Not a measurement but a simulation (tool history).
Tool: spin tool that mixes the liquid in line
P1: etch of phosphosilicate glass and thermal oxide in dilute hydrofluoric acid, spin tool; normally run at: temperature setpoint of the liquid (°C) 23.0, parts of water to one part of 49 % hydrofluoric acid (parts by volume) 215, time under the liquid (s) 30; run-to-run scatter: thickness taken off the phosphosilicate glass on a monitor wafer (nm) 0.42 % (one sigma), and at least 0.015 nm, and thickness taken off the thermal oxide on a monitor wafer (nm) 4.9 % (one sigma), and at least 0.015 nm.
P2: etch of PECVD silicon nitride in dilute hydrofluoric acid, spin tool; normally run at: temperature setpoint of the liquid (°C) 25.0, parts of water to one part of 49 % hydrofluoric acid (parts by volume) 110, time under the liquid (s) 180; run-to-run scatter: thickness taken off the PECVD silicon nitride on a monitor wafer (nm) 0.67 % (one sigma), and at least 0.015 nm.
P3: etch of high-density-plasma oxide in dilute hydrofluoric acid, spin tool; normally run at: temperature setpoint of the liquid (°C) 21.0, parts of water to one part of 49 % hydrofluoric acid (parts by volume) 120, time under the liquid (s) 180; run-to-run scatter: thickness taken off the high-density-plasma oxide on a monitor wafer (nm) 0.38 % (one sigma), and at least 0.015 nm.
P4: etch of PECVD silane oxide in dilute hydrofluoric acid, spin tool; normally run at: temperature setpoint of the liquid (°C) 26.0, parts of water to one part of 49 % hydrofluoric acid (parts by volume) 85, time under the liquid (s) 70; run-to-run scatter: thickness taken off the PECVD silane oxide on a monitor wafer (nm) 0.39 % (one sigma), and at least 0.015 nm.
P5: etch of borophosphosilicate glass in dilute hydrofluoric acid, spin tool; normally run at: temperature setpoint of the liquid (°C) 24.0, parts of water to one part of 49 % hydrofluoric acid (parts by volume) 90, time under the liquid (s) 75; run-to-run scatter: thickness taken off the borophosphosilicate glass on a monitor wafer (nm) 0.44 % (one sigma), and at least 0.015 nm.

| run | hour | process that ran | temperature setpoint of the liquid (°C) | parts of water to one part of 49 % hydrofluoric acid (parts by volume) | time under the liquid (s) | thickness taken off the phosphosilicate glass on a monitor wafer (nm) | thickness taken off the thermal oxide on a monitor wafer (nm) | thickness taken off the borophosphosilicate glass on a monitor wafer (nm) | thickness taken off the PECVD silane oxide on a monitor wafer (nm) | thickness taken off the PECVD silicon nitride on a monitor wafer (nm) | thickness taken off the high-density-plasma oxide on a monitor wafer (nm) |
|---|---|---|---|---|---|---|---|---|---|---|---|
| 1 | 7.5 | P1 | 23.0 | 215 | 30 | 11.3020 | 0.58827 |  |  |  |  |
| 2 | 16.6 | P1 | 17.0 | 215 | 60 | 17.7090 | 0.92583 |  |  |  |  |
| 3 | 28.8 | P5 | 24.0 | 90 | 40 |  |  | 18.197 |  |  |  |
| 4 | 41.8 | P4 | 26.0 | 85 | 120 |  |  |  | 29.200 |  |  |
| 5 | 54.3 | P2 | 25.0 | 110 | 180 |  |  |  |  | 3.7128 |  |
| 6 | 66.2 | P1 | 31.5 | 215 | 30 | 15.1180 | 0.81624 |  |  |  |  |
| 7 | 72.3 | P4 | 26.0 | 85 | 70 |  |  |  | 17.011 |  |  |
| 8 | 85.7 | P1 | 23.0 | 70 | 30 | 40.5920 | 2.02810 |  |  |  |  |
| 9 | 97.3 | P4 | 26.0 | 85 | 70 |  |  |  | 17.029 |  |  |
| 10 | 110.7 | P1 | 23.0 | 390 | 30 | 5.1987 | 0.27451 |  |  |  |  |
| 11 | 119.6 | P3 | 21.0 | 120 | 180 |  |  |  |  |  | 7.6525 |
| 12 | 129.7 | P5 | 24.0 | 90 | 75 |  |  | 34.166 |  |  |  |
| 13 | 143.1 | P1 | 23.0 | 215 | 30 | 11.2080 | 0.55534 |  |  |  |  |
| 14 | 154.3 | P3 | 17.0 | 120 | 180 |  |  |  |  |  | 6.5380 |
| 15 | 167.3 | P2 | 25.0 | 155 | 180 |  |  |  |  | 2.6407 |  |
| 16 | 180.2 | P1 | 23.0 | 215 | 30 | 11.1670 | 0.53341 |  |  |  |  |
| 17 | 191.7 | P4 | 26.0 | 115 | 70 |  |  |  | 12.119 |  |  |
| 18 | 198.0 | P1 | 23.0 | 215 | 60 | 22.4180 | 1.09050 |  |  |  |  |
| 19 | 203.8 | P1 | 23.0 | 215 | 15 | 5.5951 | 0.29214 |  |  |  |  |
| 20 | 210.2 | P5 | 24.0 | 90 | 75 |  |  | 34.275 |  |  |  |
| 21 | 220.4 | P3 | 21.0 | 185 | 180 |  |  |  |  |  | 4.6481 |
| 22 | 229.7 | P3 | 21.0 | 120 | 95 |  |  |  |  |  | 4.0472 |
| 23 | 242.9 | P1 | 23.0 | 215 | 30 | 11.1460 | 0.57276 |  |  |  |  |
| 24 | 251.3 | P1 | 23.0 | 215 | 30 | 11.1940 | 0.56031 |  |  |  |  |
| 25 | 261.1 | P2 | 18.5 | 110 | 180 |  |  |  |  | 2.3731 |  |
| 26 | 270.8 | P1 | 17.0 | 215 | 30 | 8.8946 | 0.45549 |  |  |  |  |
| 27 | 280.2 | P5 | 24.0 | 50 | 75 |  |  | 64.629 |  |  |  |
| 28 | 287.5 | P2 | 25.0 | 110 | 355 |  |  |  |  | 7.3460 |  |

Forecast run 29:
| 29 | 294.2 | P4 | 31.0 | 85 | 70 |  |  |  | ? |  |  |

Run 29 gave thickness taken off the PECVD silane oxide on a monitor wafer (nm) 20.559.
